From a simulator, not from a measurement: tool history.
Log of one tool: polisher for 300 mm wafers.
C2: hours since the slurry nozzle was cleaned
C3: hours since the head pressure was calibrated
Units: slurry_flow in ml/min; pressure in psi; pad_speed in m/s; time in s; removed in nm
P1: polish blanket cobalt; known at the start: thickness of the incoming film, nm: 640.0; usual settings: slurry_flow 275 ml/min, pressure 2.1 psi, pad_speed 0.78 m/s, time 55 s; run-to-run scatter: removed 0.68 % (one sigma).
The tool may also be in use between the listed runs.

{"run": 1, "hour": 7.6, "slurry_flow": 275, "pressure": 2.1, "pad_speed": 0.78, "time": 55, "wafers polished on this pad": 273, "C2": 343.3, "C3": 105.7, "removed": 246.44}
{"run": 2, "hour": 16.3, "slurry_flow": 275, "pressure": 2.1, "pad_speed": 0.78, "time": 75, "wafers polished on this pad": 374, "C2": 352, "C3": 114.4, "removed": 335.56}
{"run": 3, "hour": 26.4, "slurry_flow": 275, "pressure": 2.7, "pad_speed": 0.78, "time": 55, "wafers polished on this pad": 492, "C2": 362.1, "C3": 124.5, "removed": 316.85}
{"run": 4, "hour": 32.7, "slurry_flow": 275, "pressure": 2.1, "pad_speed": 0.78, "time": 25, "wafers polished on this pad": 565, "C2": 368.4, "C3": 130.8, "removed": 112.47}
{"run": 5, "hour": 42.9, "slurry_flow": 425, "pressure": 2.1, "pad_speed": 0.78, "time": 55, "wafers polished on this pad": 683, "C2": 378.6, "C3": 141, "removed": 255.59}
{"hour": 46.1, "done": "head pressure recalibrated"}
{"run": 6, "hour": 53.4, "slurry_flow": 275, "pressure": 2.1, "pad_speed": 0.78, "time": 55, "wafers polished on this pad": 805, "C2": 389.1, "C3": 7.3, "removed": 248.05}
{"run": 7, "hour": 60.2, "slurry_flow": 275, "pressure": 2.1, "pad_speed": 0.48, "time": 55, "wafers polished on this pad": 885, "C2": 395.9, "C3": 14.1, "removed": 153.82}
{"run": 8, "hour": 67.2, "slurry_flow": 275, "pressure": 2.1, "pad_speed": 0.78, "time": 55, "wafers polished on this pad": 966, "C2": 402.9, "C3": 21.1, "removed": 247.22}
{"run": 9, "hour": 73.0, "slurry_flow": 275, "pressure": 2.1, "pad_speed": 0.78, "time": 55, "wafers polished on this pad": 1033, "C2": 408.7, "C3": 26.9, "removed": 245.71}
{"run": 10, "hour": 78.7, "slurry_flow": 165, "pressure": 2.1, "pad_speed": 0.78, "time": 72, "wafers polished on this pad": 1100, "C2": 414.4, "C3": 32.6, "removed": 304.04}
{"run": 11, "hour": 84.5, "slurry_flow": 275, "pressure": 2.8, "pad_speed": 0.78, "time": 28, "wafers polished on this pad": 1167, "C2": 420.2, "C3": 38.4, "removed": 168.32}
{"run": 12, "hour": 93.6, "slurry_flow": 275, "pressure": 2.1, "pad_speed": 1.06, "time": 55, "wafers polished on this pad": 1273, "C2": 429.3, "C3": 47.5, "removed": 334.67}
{"run": 13, "hour": 101.2, "slurry_flow": 275, "pressure": 1.6, "pad_speed": 0.78, "time": 55, "wafers polished on this pad": 1361, "C2": 436.9, "C3": 55.1, "removed": 189.85}
{"run": 14, "hour": 107.8, "slurry_flow": 165, "pressure": 2.1, "pad_speed": 0.78, "time": 55, "wafers polished on this pad": 1438, "C2": 443.5, "C3": 61.7, "removed": 230.95}
{"run": 15, "hour": 113.7, "slurry_flow": 275, "pressure": 2.1, "pad_speed": 0.78, "time": 55, "wafers polished on this pad": 1506, "C2": 449.4, "C3": 67.6, "removed": 246.78}
{"run": 16, "hour": 120.5, "slurry_flow": 275, "pressure": 2.1, "pad_speed": 0.78, "time": 55, "wafers polished on this pad": 1586, "C2": 456.2, "C3": 74.4, "removed": 247.37}
{"run": 17, "hour": 127.4, "slurry_flow": 275, "pressure": 2.1, "pad_speed": 0.78, "time": 55, "wafers polished on this pad": 1666, "C2": 463.1, "C3": 81.3, "removed": 246.55}
{"run": 18, "hour": 138.5, "slurry_flow": 275, "pressure": 2.1, "pad_speed": 0.78, "time": 55, "wafers polished on this pad": 1795, "C2": 474.2, "C3": 92.4, "removed": 244.55}
{"run": 19, "hour": 148.7, "slurry_flow": 275, "pressure": 2.1, "pad_speed": 0.78, "time": 55, "wafers polished on this pad": 1913, "C2": 484.4, "C3": 102.6, "removed": 241.35}
{"run": 20, "hour": 155.6, "slurry_flow": 275, "pressure": 2.1, "pad_speed": 0.78, "time": 55, "wafers polished on this pad": 1994, "C2": 491.3, "C3": 109.5, "removed": 239.6}
{"run": 21, "hour": 164.6, "slurry_flow": 275, "pressure": 2.1, "pad_speed": 0.78, "time": 55, "wafers polished on this pad": 2098, "C2": 500.3, "C3": 118.5, "removed": 235.92}
{"hour": 169.1, "done": "worn pad replaced by a new one"}
{"run": 22, "hour": 172.1, "slurry_flow": 275, "pressure": 2.1, "pad_speed": 0.78, "time": 55, "wafers polished on this pad": 35, "C2": 507.8, "C3": 126, "removed": 235.68}
{"run": 23, "hour": 183.2, "slurry_flow": 275, "pressure": 2.1, "pad_speed": 0.78, "time": 55, "wafers polished on this pad": 164, "C2": 518.9, "C3": 137.1, "removed": 235.75}
{"run": 24, "hour": 193.6, "slurry_flow": 275, "pressure": 2.1, "pad_speed": 0.78, "time": 55, "wafers polished on this pad": 285, "C2": 529.3, "C3": 147.5, "removed": 234.98}

What P1 gives has crept away from where it was. These 2 causes fit the log equally well, each at the size given:
A: head's pressure below its setpoint, % = 4.59
B: slurry flow missing at the pad, % = 32.9
The creep began at about hour 138.5.
Why every other cause is out:
removal rate lost through wear of the pad, %: serviced at hour 169.1, which brought nothing back

4 check runs are offered, each on 3 wafers whose results are averaged, their results left as question marks. Which one tells the causes apart?
{"run": "check 1", "hour": 204.0, "slurry_flow": 165, "pressure": 2.1, "pad_speed": 0.78, "time": 55, "removed": "?"}
{"run": "check 2", "hour": 204.0, "slurry_flow": 275, "pressure": 2.6, "pad_speed": 1.02, "time": 55, "removed": "?"}
{"run": "check 3", "hour": 204.0, "slurry_flow": 275, "pressure": 2.5, "pad_speed": 1, "time": 55, "removed": "?"}
{"run": "check 4", "hour": 204.0, "slurry_flow": 275, "pressure": 2.7, "pad_speed": 0.78, "time": 55, "removed": "?"}

What each check would give under each cause:
check=check_1 result=removed if_A=221.04 if_B=214.8
check=check_2 result=removed if_A=381.39 if_B=381.39
check=check_3 result=removed if_A=359.53 if_B=359.53
check=check_4 result=removed if_A=302.87 if_B=302.87
How far apart the two closest causes lie, in the result that separates them most: check 1 2.86 %; check 2 0 %; check 3 0 %; check 4 0 %
Only check 1 tells the causes apart: in the others they would give nearly the same result.

Then check 1 was run and gave: removed 219.81 nm. Which cause is it?

It is A: head's pressure below its setpoint, %.
